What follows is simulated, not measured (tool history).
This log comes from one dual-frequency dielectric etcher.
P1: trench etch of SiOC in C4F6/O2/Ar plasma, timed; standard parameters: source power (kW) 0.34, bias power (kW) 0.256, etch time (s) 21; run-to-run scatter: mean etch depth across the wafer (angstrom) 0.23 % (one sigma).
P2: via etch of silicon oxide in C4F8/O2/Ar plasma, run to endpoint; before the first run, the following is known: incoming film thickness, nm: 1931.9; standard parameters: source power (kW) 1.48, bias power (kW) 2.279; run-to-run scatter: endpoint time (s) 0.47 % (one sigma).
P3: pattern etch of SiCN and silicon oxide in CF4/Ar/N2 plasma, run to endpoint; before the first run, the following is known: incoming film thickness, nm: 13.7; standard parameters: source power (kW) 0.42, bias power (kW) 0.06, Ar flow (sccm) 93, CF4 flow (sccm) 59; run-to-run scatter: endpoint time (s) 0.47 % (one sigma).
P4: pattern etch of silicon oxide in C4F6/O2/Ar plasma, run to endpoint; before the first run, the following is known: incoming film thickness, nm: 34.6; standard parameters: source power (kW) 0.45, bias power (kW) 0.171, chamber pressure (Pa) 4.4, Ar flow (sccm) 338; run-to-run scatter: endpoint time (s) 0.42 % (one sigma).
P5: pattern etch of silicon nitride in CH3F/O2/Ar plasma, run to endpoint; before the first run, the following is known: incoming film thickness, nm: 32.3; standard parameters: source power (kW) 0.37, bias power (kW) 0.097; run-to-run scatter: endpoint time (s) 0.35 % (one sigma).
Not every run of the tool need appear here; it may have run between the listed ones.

run	hour	process that ran	source power (kW)	bias power (kW)	etch time (s)	Ar flow (sccm)	CF4 flow (sccm)	chamber pressure (Pa)	hours since the last wet clean	hours since the last source power generator calibration	hours since the last bias power generator calibration	mean etch depth across the wafer (angstrom)	endpoint time (s)
1	7.8	P1	0.34	0.256	21				189.6	1418.9	1716.2	461.12	
2	21.6	P1	0.41	0.188	21				203.4	1432.7	1730	446.36	
3	30.4	P1	0.26	0.256	21				212.2	1441.5	1738.8	414.94	
4	38.4	P3	0.42	0.06		93	83		220.2	1449.5	1746.8		16.868
5	48.9	P1	0.41	0.256	21				230.7	1460	1757.3	493.49	
6	61.5	P1	0.34	0.256	21				243.3	1472.6	1769.9	457.12	
7	70.4	P1	0.34	0.256	21				252.2	1481.5	1778.8	458.67	
8	79.7	P4	0.45	0.171		448		4.4	261.5	1490.8	1788.1		10.862
9	93.3	P1	0.34	0.344	21				275.1	1504.4	1801.7	510.82	
10	107.4	P5	0.37	0.132					289.2	1518.5	1815.8		38.138
11	116.9	P1	0.34	0.256	21				298.7	1528	1825.3	460.4	
12	131.6	P3	0.42	0.06		93	59		313.4	1542.7	1840		17.741
13	141.7	P3	0.31	0.06		93	59		323.5	1552.8	1850.1		23.537
14	149.3	P1	0.34	0.256	12.5				331.1	1560.4	1857.7	273.47	
15	156.2	P3	0.42	0.06		93	59		338	1567.3	1864.6		17.863
16	166	P3	0.42	0.046		93	59		347.8	1577.1	1874.4		19.345
17	177.1	P5	0.44	0.097					358.9	1588.2	1885.5		40.146
18	185.8	P5	0.37	0.097					367.6	1596.9	1894.2		42.551
19	197.1	P4	0.56	0.171		338		4.4	378.9	1608.2	1905.5		9.6197
20	205.9	P1	0.34	0.191	21				387.7	1617	1914.3	416.82	
21	217.3	P1	0.43	0.172	21				399.1	1628.4	1925.7	439.34	
22	229.2	P5	0.37	0.097					411	1640.3	1937.6		42.79
23	236.6	P1	0.34	0.256	32				418.4	1647.7	1945	701.06	
24	246	P2	1.48	2.279					427.8	1657.1	1954.4		410.69
25	257.8	P2	1.48	2.773					439.6	1668.9	1966.2		389.92
26	264.4	P4	0.45	0.226		338		4.4	446.2	1675.5	1972.8		9.5649
27	278	P1	0.34	0.256	21				459.8	1689.1	1986.4	461	
28	291.3	P3	0.42	0.06		73	59		473.1	1702.4	1999.7		17.281
29	301.6	P2	1.21	2.279					483.4	1712.7	2010		447.59
30	313.4	P1	0.34	0.338	29				495.2	1724.5	2021.8	698.32	
31	326.5	P1	0.34	0.256	21				508.3	1737.6	2034.9	460.14	
32	333.5	P4	0.45	0.171		338		5.93	515.3	1744.6	2041.9		10.889
33	347.7	P4	0.45	0.171		338		4.4	529.5	1758.8	2056.1		10.528
34	357.3	P1	0.34	0.256	21				539.1	1768.4	2065.7	459.3	
35	372.2	P1	0.34	0.256	21				554	1783.3	2080.6	460.34	
36	380.3	P1	0.34	0.256	21				562.1	1791.4	2088.7	462.61	
37	391.9	P1	0.34	0.256	21				573.7	1803	2100.3	464.31	
38	404.7	P1	0.34	0.256	21				586.5	1815.8	2113.1	464.82	
39	413.8	P1	0.34	0.256	21				595.6	1824.9	2122.2	465.71	
40	428	P1	0.34	0.256	21				609.8	1839.1	2136.4	466.71	
41	441.4	P1	0.34	0.256	21				623.2	1852.5	2149.8	465.84	
# hour 448.1: wet clean of the chamber
42	454.4	P1	0.34	0.256	21				6.4	1865.5	2162.8	465.44	

Run 43 comes next. What will it give?
43	465.6	P1	0.34	0.256	21				17.6	1876.7	2174	?	

mean etch depth across the wafer (angstrom): 466.33
